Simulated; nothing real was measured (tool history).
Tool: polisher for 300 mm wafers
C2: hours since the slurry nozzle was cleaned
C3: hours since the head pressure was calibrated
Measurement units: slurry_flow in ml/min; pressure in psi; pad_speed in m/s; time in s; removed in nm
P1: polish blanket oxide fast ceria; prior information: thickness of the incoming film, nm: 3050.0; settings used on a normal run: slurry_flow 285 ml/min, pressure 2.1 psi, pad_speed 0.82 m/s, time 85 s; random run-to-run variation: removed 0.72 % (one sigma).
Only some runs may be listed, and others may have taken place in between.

run 1 hour=11.4 | slurry_flow=285 pressure=2.1 pad_speed=0.82 time=85 | wafers_polished_on_this_pad=650 C2=268.4 C3=469.4 | removed=810.47
run 2 hour=19.4 | slurry_flow=285 pressure=2.1 pad_speed=1.28 time=85 | wafers_polished_on_this_pad=708 C2=276.4 C3=477.4 | removed=1270.50
run 3 hour=32.9 | slurry_flow=285 pressure=2.1 pad_speed=0.36 time=85 | wafers_polished_on_this_pad=805 C2=289.9 C3=490.9 | removed=354.18
run 4 hour=43.7 | slurry_flow=285 pressure=2.1 pad_speed=0.82 time=85 | wafers_polished_on_this_pad=883 C2=300.7 C3=501.7 | removed=810.05
run 5 hour=53.4 | slurry_flow=285 pressure=2.1 pad_speed=0.82 time=122 | wafers_polished_on_this_pad=953 C2=310.4 C3=511.4 | removed=1159.10
run 6 hour=61.3 | slurry_flow=170 pressure=2.1 pad_speed=0.82 time=85 | wafers_polished_on_this_pad=1010 C2=318.3 C3=519.3 | removed=770.33
run 7 hour=72.4 | slurry_flow=395 pressure=2.1 pad_speed=0.82 time=85 | wafers_polished_on_this_pad=1090 C2=329.4 C3=530.4 | removed=833.96
run 8 hour=84.2 | slurry_flow=285 pressure=2.1 pad_speed=0.82 time=41 | wafers_polished_on_this_pad=1175 C2=341.2 C3=542.2 | removed=393.02
run 9 hour=97.4 | slurry_flow=285 pressure=3.0 pad_speed=0.82 time=85 | wafers_polished_on_this_pad=1270 C2=354.4 C3=555.4 | removed=1151.10
-- hour=98.5 slurry nozzle cleaned
run 10 hour=106.5 | slurry_flow=285 pressure=2.1 pad_speed=0.82 time=85 | wafers_polished_on_this_pad=1336 C2=8.1 C3=564.5 | removed=801.77
run 11 hour=115.8 | slurry_flow=285 pressure=2.1 pad_speed=0.82 time=85 | wafers_polished_on_this_pad=1403 C2=17.4 C3=573.8 | removed=805.16
run 12 hour=124.3 | slurry_flow=285 pressure=2.1 pad_speed=0.82 time=85 | wafers_polished_on_this_pad=1464 C2=25.9 C3=582.3 | removed=809.87
run 13 hour=138.0 | slurry_flow=285 pressure=2.1 pad_speed=0.82 time=85 | wafers_polished_on_this_pad=1563 C2=39.6 C3=596.0 | removed=803.63
run 14 hour=150.5 | slurry_flow=285 pressure=1.1 pad_speed=0.82 time=85 | wafers_polished_on_this_pad=1654 C2=52.1 C3=608.5 | removed=424.69
run 15 hour=157.9 | slurry_flow=285 pressure=2.1 pad_speed=1.08 time=48 | wafers_polished_on_this_pad=1707 C2=59.5 C3=615.9 | removed=594.79
run 16 hour=170.9 | slurry_flow=285 pressure=2.1 pad_speed=0.82 time=85 | wafers_polished_on_this_pad=1801 C2=72.5 C3=628.9 | removed=807.64
run 17 hour=181.4 | slurry_flow=285 pressure=2.1 pad_speed=0.82 time=85 | wafers_polished_on_this_pad=1877 C2=83.0 C3=639.4 | removed=785.34
run 18 hour=189.4 | slurry_flow=285 pressure=2.1 pad_speed=0.82 time=85 | wafers_polished_on_this_pad=1934 C2=91.0 C3=647.4 | removed=775.64
run 19 hour=196.8 | slurry_flow=285 pressure=2.1 pad_speed=0.82 time=85 | wafers_polished_on_this_pad=1988 C2=98.4 C3=654.8 | removed=770.43
run 20 hour=210.4 | slurry_flow=285 pressure=2.1 pad_speed=0.82 time=85 | wafers_polished_on_this_pad=2086 C2=112.0 C3=668.4 | removed=775.09
-- hour=215.1 head pressure recalibrated
run 21 hour=217.8 | slurry_flow=285 pressure=2.1 pad_speed=0.82 time=85 | wafers_polished_on_this_pad=2139 C2=119.4 C3=2.7 | removed=774.88
run 22 hour=225.6 | slurry_flow=285 pressure=2.1 pad_speed=0.82 time=85 | wafers_polished_on_this_pad=2195 C2=127.2 C3=10.5 | removed=776.67
run 23 hour=232.8 | slurry_flow=285 pressure=2.1 pad_speed=0.82 time=85 | wafers_polished_on_this_pad=2247 C2=134.4 C3=17.7 | removed=768.80

What P1 gives has crept away from where it was. These 2 causes fit the log equally well, each at the size given:
A: slurry flow missing at the pad, % = 33.3
B: removal rate lost through wear of the pad, % = 4.57
The gradual shift began around hour 170.9.
Other possible causes, and why each is ruled out:
head's pressure below its setpoint, %: serviced at hour 215.1, after the change had begun; the process did not return to its earlier output

Which of the 4 check runs listed below, each an average over 5 wafers with its results shown as question marks, gives clearly different results under the different listed causes?
run check 1 hour=240.0 | slurry_flow=170 pressure=2.1 pad_speed=0.82 time=114 | removed=?
run check 2 hour=240.0 | slurry_flow=285 pressure=2.9 pad_speed=1.26 time=85 | removed=?
run check 3 hour=240.0 | slurry_flow=285 pressure=1.5 pad_speed=0.82 time=85 | removed=?
run check 4 hour=240.0 | slurry_flow=285 pressure=2.1 pad_speed=0.40 time=85 | removed=?

Expected result of each check under each candidate cause:
check=check_1 result=removed if_A=943.81 if_B=971.54
check=check_2 result=removed if_A=1637.30 if_B=1637.30
check=check_3 result=removed if_A=551.15 if_B=551.14
check=check_4 result=removed if_A=376.39 if_B=376.39
Per-check spread between the two closest causes, in the result where they differ most: check 1 2.9 %; check 2 0 %; check 3 0 %; check 4 0 %
Only check 1 tells the causes apart: in the others they would give nearly the same result.

With check 1 done, the readings were: removed 968.88 nm. Identify which of the listed causes applies.

It is B: removal rate lost through wear of the pad, %.
